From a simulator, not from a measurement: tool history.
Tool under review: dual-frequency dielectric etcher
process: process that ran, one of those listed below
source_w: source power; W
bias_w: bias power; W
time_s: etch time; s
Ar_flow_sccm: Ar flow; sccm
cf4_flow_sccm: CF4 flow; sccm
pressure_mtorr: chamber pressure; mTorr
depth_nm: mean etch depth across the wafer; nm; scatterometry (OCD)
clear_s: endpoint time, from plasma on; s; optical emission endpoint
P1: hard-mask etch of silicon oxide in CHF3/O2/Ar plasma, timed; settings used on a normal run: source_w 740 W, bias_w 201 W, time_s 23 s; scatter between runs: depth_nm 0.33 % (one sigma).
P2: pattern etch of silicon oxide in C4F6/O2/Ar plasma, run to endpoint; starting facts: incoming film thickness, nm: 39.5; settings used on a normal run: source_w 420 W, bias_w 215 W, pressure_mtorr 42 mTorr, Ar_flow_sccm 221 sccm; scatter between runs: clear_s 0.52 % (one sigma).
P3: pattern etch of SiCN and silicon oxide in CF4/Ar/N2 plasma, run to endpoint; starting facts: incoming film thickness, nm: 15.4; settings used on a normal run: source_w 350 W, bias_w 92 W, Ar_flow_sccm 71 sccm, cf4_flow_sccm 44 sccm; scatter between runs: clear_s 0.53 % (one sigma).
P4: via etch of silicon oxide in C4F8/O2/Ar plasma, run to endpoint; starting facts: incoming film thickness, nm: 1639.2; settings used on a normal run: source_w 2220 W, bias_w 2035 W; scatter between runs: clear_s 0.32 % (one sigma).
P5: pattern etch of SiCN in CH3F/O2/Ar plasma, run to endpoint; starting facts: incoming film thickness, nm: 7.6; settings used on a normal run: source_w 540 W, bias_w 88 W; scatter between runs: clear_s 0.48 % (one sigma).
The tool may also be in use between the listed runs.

| run | day | process | source_w | bias_w | time_s | Ar_flow_sccm | cf4_flow_sccm | pressure_mtorr | depth_nm | clear_s |
|---|---|---|---|---|---|---|---|---|---|---|
| 1 | 0.404 | P1 | 740 | 201 | 23 |  |  |  | 50.557 |  |
| 2 | 1.038 | P5 | 540 | 88 |  |  |  |  |  | 16.64 |
| 3 | 1.579 | P5 | 410 | 88 |  |  |  |  |  | 18.527 |
| 4 | 2.2 | P1 | 740 | 125 | 23 |  |  |  | 43.108 |  |
| 5 | 2.779 | P4 | 2220 | 2035 |  |  |  |  |  | 309.07 |
| 6 | 3.188 | P3 | 350 | 92 |  | 71 | 44 |  |  | 20.914 |
| 7 | 3.742 | P5 | 540 | 88 |  |  |  |  |  | 16.876 |
| 8 | 4.279 | P3 | 350 | 58 |  | 71 | 44 |  |  | 24.807 |
| 9 | 4.954 | P4 | 2220 | 2035 |  |  |  |  |  | 310.14 |
| 10 | 5.508 | P1 | 580 | 201 | 23 |  |  |  | 46.081 |  |
| 11 | 5.892 | P1 | 740 | 201 | 17.5 |  |  |  | 38.309 |  |
| 12 | 6.471 | P2 | 420 | 215 |  | 221 |  | 42 |  | 11.681 |
| 13 | 7.104 | P2 | 420 | 215 |  | 221 |  | 25.5 |  | 10.977 |
| 14 | 7.688 | P2 | 420 | 162 |  | 221 |  | 42 |  | 12.738 |
| 15 | 8.371 | P1 | 740 | 201 | 32 |  |  |  | 69.641 |  |
| 16 | 8.983 | P4 | 2220 | 2678 |  |  |  |  |  | 283.3 |
| 17 | 9.358 | P1 | 740 | 201 | 23 |  |  |  | 50.415 |  |
| 18 | 9.888 | P3 | 350 | 92 |  | 71 | 60 |  |  | 20.114 |
| 19 | 10.617 | P2 | 420 | 215 |  | 153 |  | 42 |  | 11.157 |
| 20 | 11.175 | P1 | 740 | 201 | 23 |  |  |  | 50.514 |  |
| 21 | 11.562 | P1 | 740 | 129 | 29 |  |  |  | 55.267 |  |
| 22 | 12.104 | P1 | 740 | 271 | 23 |  |  |  | 56.053 |  |
| 23 | 12.425 | P3 | 230 | 92 |  | 71 | 44 |  |  | 30.415 |
| 24 | 12.875 | P1 | 740 | 201 | 23 |  |  |  | 50.238 |  |
| 25 | 13.575 | P2 | 270 | 215 |  | 221 |  | 42 |  | 13.803 |
| 26 | 14.2 | P4 | 1560 | 2035 |  |  |  |  |  | 356.65 |
| 27 | 14.729 | P1 | 740 | 201 | 23 |  |  |  | 50.338 |  |
| 28 | 15.225 | P2 | 420 | 215 |  | 221 |  | 42 |  | 11.689 |
| 29 | 15.742 | P1 | 930 | 201 | 23 |  |  |  | 55.064 |  |
| 30 | 16.188 | P5 | 540 | 106 |  |  |  |  |  | 15.743 |
| 31 | 16.862 | P3 | 350 | 92 |  | 85 | 44 |  |  | 21.463 |
| 32 | 17.517 | P1 | 740 | 201 | 23 |  |  |  | 50.367 |  |
| 33 | 17.912 | P3 | 350 | 92 |  | 71 | 44 |  |  | 20.984 |
| 34 | 18.321 | P1 | 740 | 201 | 23 |  |  |  | 50.677 |  |
| 35 | 18.75 | P1 | 740 | 201 | 23 |  |  |  | 50.245 |  |
| 36 | 19.154 | P1 | 740 | 201 | 23 |  |  |  | 49.933 |  |
| 37 | 19.479 | P1 | 740 | 201 | 23 |  |  |  | 50.01 |  |
| 38 | 20.154 | P1 | 740 | 201 | 23 |  |  |  | 49.561 |  |
| 39 | 20.592 | P1 | 740 | 201 | 23 |  |  |  | 49.726 |  |
| 40 | 21.188 | P1 | 740 | 201 | 23 |  |  |  | 49.836 |  |
|  | 21.454 | wet clean of the chamber |
| 41 | 21.658 | P1 | 740 | 201 | 23 |  |  |  | 49.341 |  |
| 42 | 22.146 | P1 | 740 | 201 | 23 |  |  |  | 49.856 |  |
| 43 | 22.562 | P1 | 740 | 201 | 23 |  |  |  | 49.401 |  |
| 44 | 23.121 | P1 | 740 | 201 | 23 |  |  |  | 49.536 |  |
| 45 | 23.746 | P1 | 740 | 201 | 23 |  |  |  | 49.41 |  |

What P1 gives has crept off from where it sat before. The 2 causes that follow fit the log equally well, each at the size noted:
A: bias power that arrives under what is set, % = 4.72
B: source power that arrives under what is set, % = 4.19
The creep began at about day 18.321.
The rest of the possible causes, and what rules out each one:
chamber walls in a state that lowers the etch rate, %: work on it at day 21.454, done after the drift set in, did not restore what the process gave before

Each of the check runs listed below is run on 5 wafers and reports their average, with the results left as question marks. Pick the one under which the possible causes would lead to clearly different results.
| check 1 | 24.371 | P5 | 430 | 105 |  |  |  |  |  | ? |
| check 2 | 24.371 | P3 | 350 | 92 |  | 71 | 50 |  |  | ? |
| check 3 | 24.371 | P2 | 270 | 215 |  | 221 |  | 42 |  | ? |
| check 4 | 24.371 | P4 | 2220 | 2669 |  |  |  |  |  | ? |

Check results expected under each cause:
| check | result | if A | if B |
|---|---|---|---|
| check 1 | clear_s | 17.328 | 17.286 |
| check 2 | clear_s | 21.036 | 21.463 |
| check 3 | clear_s | 14.054 | 14.057 |
| check 4 | clear_s | 288.63 | 289.31 |
Per-check spread between the two closest causes, in the result where they differ most: check 1 0.25 %; check 2 2.01 %; check 3 0.02 %; check 4 0.23 %
The other checks would show nearly matching results whichever cause is true, so check 2 is the only one that separates the causes.

The results of check 2 are: clear_s 21.501 s. Based on these, which of the listed causes is it?

The cause is B: source power that arrives under what is set, %.
